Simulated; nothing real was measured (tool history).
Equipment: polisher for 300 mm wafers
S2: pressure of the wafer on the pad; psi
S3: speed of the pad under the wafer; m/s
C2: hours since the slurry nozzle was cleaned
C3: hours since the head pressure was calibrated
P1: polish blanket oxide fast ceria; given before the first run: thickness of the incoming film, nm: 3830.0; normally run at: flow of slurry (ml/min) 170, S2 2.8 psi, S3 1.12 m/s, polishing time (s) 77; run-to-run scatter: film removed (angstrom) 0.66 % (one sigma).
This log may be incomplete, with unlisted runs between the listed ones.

run 1 hour=3.8 | flow_of_slurry_(ml/min)=170 S2=2.8 S3=1.12 polishing_time_(s)=77 | wafers_polished_on_this_pad=761 C2=217.7 C3=702.8 | film_removed_(angstrom)=13568.0
run 2 hour=9.1 | flow_of_slurry_(ml/min)=170 S2=2.8 S3=0.50 polishing_time_(s)=77 | wafers_polished_on_this_pad=819 C2=223.0 C3=708.1 | film_removed_(angstrom)=6120.7
run 3 hour=14.1 | flow_of_slurry_(ml/min)=170 S2=3.7 S3=1.12 polishing_time_(s)=77 | wafers_polished_on_this_pad=874 C2=228.0 C3=713.1 | film_removed_(angstrom)=17956.0
run 4 hour=19.4 | flow_of_slurry_(ml/min)=170 S2=2.8 S3=1.12 polishing_time_(s)=77 | wafers_polished_on_this_pad=933 C2=233.3 C3=718.4 | film_removed_(angstrom)=13458.0
-- hour=21.2 worn pad replaced by a new one
run 5 hour=22.3 | flow_of_slurry_(ml/min)=170 S2=2.8 S3=0.74 polishing_time_(s)=97 | wafers_polished_on_this_pad=12 C2=236.2 C3=721.3 | film_removed_(angstrom)=11273.0
run 6 hour=26.5 | flow_of_slurry_(ml/min)=170 S2=2.8 S3=1.12 polishing_time_(s)=77 | wafers_polished_on_this_pad=59 C2=240.4 C3=725.5 | film_removed_(angstrom)=13398.0
run 7 hour=29.4 | flow_of_slurry_(ml/min)=170 S2=2.8 S3=1.12 polishing_time_(s)=77 | wafers_polished_on_this_pad=91 C2=243.3 C3=728.4 | film_removed_(angstrom)=13565.0
run 8 hour=33.6 | flow_of_slurry_(ml/min)=100 S2=2.8 S3=1.12 polishing_time_(s)=77 | wafers_polished_on_this_pad=137 C2=247.5 C3=732.6 | film_removed_(angstrom)=12158.0
run 9 hour=37.1 | flow_of_slurry_(ml/min)=170 S2=2.8 S3=1.12 polishing_time_(s)=49 | wafers_polished_on_this_pad=175 C2=251.0 C3=736.1 | film_removed_(angstrom)=8679.4
run 10 hour=40.0 | flow_of_slurry_(ml/min)=170 S2=2.8 S3=1.12 polishing_time_(s)=77 | wafers_polished_on_this_pad=207 C2=253.9 C3=739.0 | film_removed_(angstrom)=13699.0
run 11 hour=45.6 | flow_of_slurry_(ml/min)=260 S2=2.8 S3=1.12 polishing_time_(s)=77 | wafers_polished_on_this_pad=269 C2=259.5 C3=744.6 | film_removed_(angstrom)=14355.0
run 12 hour=50.7 | flow_of_slurry_(ml/min)=170 S2=1.9 S3=1.12 polishing_time_(s)=77 | wafers_polished_on_this_pad=325 C2=264.6 C3=749.7 | film_removed_(angstrom)=9137.3
run 13 hour=56.2 | flow_of_slurry_(ml/min)=170 S2=2.8 S3=1.12 polishing_time_(s)=77 | wafers_polished_on_this_pad=386 C2=270.1 C3=755.2 | film_removed_(angstrom)=13646.0
run 14 hour=61.8 | flow_of_slurry_(ml/min)=170 S2=2.8 S3=1.12 polishing_time_(s)=103 | wafers_polished_on_this_pad=448 C2=275.7 C3=760.8 | film_removed_(angstrom)=17905.0
run 15 hour=67.3 | flow_of_slurry_(ml/min)=170 S2=2.8 S3=1.42 polishing_time_(s)=77 | wafers_polished_on_this_pad=508 C2=281.2 C3=766.3 | film_removed_(angstrom)=17356.0
run 16 hour=72.6 | flow_of_slurry_(ml/min)=170 S2=1.3 S3=1.12 polishing_time_(s)=116 | wafers_polished_on_this_pad=567 C2=286.5 C3=771.6 | film_removed_(angstrom)=9410.9
run 17 hour=76.0 | flow_of_slurry_(ml/min)=170 S2=2.8 S3=1.12 polishing_time_(s)=77 | wafers_polished_on_this_pad=604 C2=289.9 C3=775.0 | film_removed_(angstrom)=13789.0
run 18 hour=78.6 | flow_of_slurry_(ml/min)=170 S2=4.2 S3=0.54 polishing_time_(s)=77 | wafers_polished_on_this_pad=633 C2=292.5 C3=777.6 | film_removed_(angstrom)=9798.7
run 19 hour=82.9 | flow_of_slurry_(ml/min)=170 S2=2.8 S3=1.12 polishing_time_(s)=77 | wafers_polished_on_this_pad=680 C2=296.8 C3=781.9 | film_removed_(angstrom)=13557.0
run 20 hour=86.3 | flow_of_slurry_(ml/min)=170 S2=2.8 S3=1.12 polishing_time_(s)=77 | wafers_polished_on_this_pad=718 C2=300.2 C3=785.3 | film_removed_(angstrom)=13412.0
run 21 hour=88.9 | flow_of_slurry_(ml/min)=170 S2=2.8 S3=1.12 polishing_time_(s)=77 | wafers_polished_on_this_pad=747 C2=302.8 C3=787.9 | film_removed_(angstrom)=13015.0
run 22 hour=92.2 | flow_of_slurry_(ml/min)=170 S2=2.8 S3=1.12 polishing_time_(s)=77 | wafers_polished_on_this_pad=783 C2=306.1 C3=791.2 | film_removed_(angstrom)=12986.0
run 23 hour=98.1 | flow_of_slurry_(ml/min)=170 S2=2.8 S3=1.12 polishing_time_(s)=77 | wafers_polished_on_this_pad=848 C2=312.0 C3=797.1 | film_removed_(angstrom)=12799.0
-- hour=101.9 worn pad replaced by a new one
run 24 hour=103.7 | flow_of_slurry_(ml/min)=170 S2=2.8 S3=1.12 polishing_time_(s)=77 | wafers_polished_on_this_pad=20 C2=317.6 C3=802.7 | film_removed_(angstrom)=12862.0
run 25 hour=108.3 | flow_of_slurry_(ml/min)=170 S2=2.8 S3=1.12 polishing_time_(s)=77 | wafers_polished_on_this_pad=70 C2=322.2 C3=807.3 | film_removed_(angstrom)=12702.0
run 26 hour=111.0 | flow_of_slurry_(ml/min)=170 S2=2.8 S3=1.12 polishing_time_(s)=77 | wafers_polished_on_this_pad=100 C2=324.9 C3=810.0 | film_removed_(angstrom)=12908.0
run 27 hour=114.3 | flow_of_slurry_(ml/min)=170 S2=2.8 S3=1.12 polishing_time_(s)=77 | wafers_polished_on_this_pad=136 C2=328.2 C3=813.3 | film_removed_(angstrom)=12800.0

P1 no longer gives what it gave before; its output has crept away from where it was. The following 2 causes, each at its listed size, fit the log equally well:
A: head's pressure below its setpoint, % = 6.18
B: slurry flow missing at the pad, % = 29.7
The process output started creeping at around hour 82.9.
All other causes, with the reason each is excluded:
removal rate lost through wear of the pad, %: serviced at hour 101.9, after the change had begun; the process did not return to its earlier output

The list below offers 4 check runs, each averaging the results of 2 wafers, and shows each result as a question mark. For which of them would the listed causes give clearly different results?
run check 1 hour=117.6 | flow_of_slurry_(ml/min)=100 S2=2.8 S3=1.12 polishing_time_(s)=60 | film_removed_(angstrom)=?
run check 2 hour=117.6 | flow_of_slurry_(ml/min)=170 S2=2.8 S3=1.38 polishing_time_(s)=94 | film_removed_(angstrom)=?
run check 3 hour=117.6 | flow_of_slurry_(ml/min)=170 S2=2.8 S3=0.62 polishing_time_(s)=77 | film_removed_(angstrom)=?
run check 4 hour=117.6 | flow_of_slurry_(ml/min)=170 S2=2.8 S3=0.78 polishing_time_(s)=77 | film_removed_(angstrom)=?

Predicted outcomes, by check and by cause:
check=check_1 result=film_removed_(angstrom) if_A=8933.7 if_B=8595.0
check=check_2 result=film_removed_(angstrom) if_A=19153.0 if_B=19150.0
check=check_3 result=film_removed_(angstrom) if_A=7048.7 if_B=7047.7
check=check_4 result=film_removed_(angstrom) if_A=8867.7 if_B=8866.5
Smallest distance between any two causes, each pair judged by its most separating result, in per cent: check 1 3.86 %; check 2 0.01 %; check 3 0.01 %; check 4 0.01 %
Only check 1 tells the causes apart: in the others they would give nearly the same result.

Check 1 has now been run. It gave: film removed (angstrom) 8622.3. Which of the candidate causes is it?

Of the candidate causes, it is B: slurry flow missing at the pad, %.
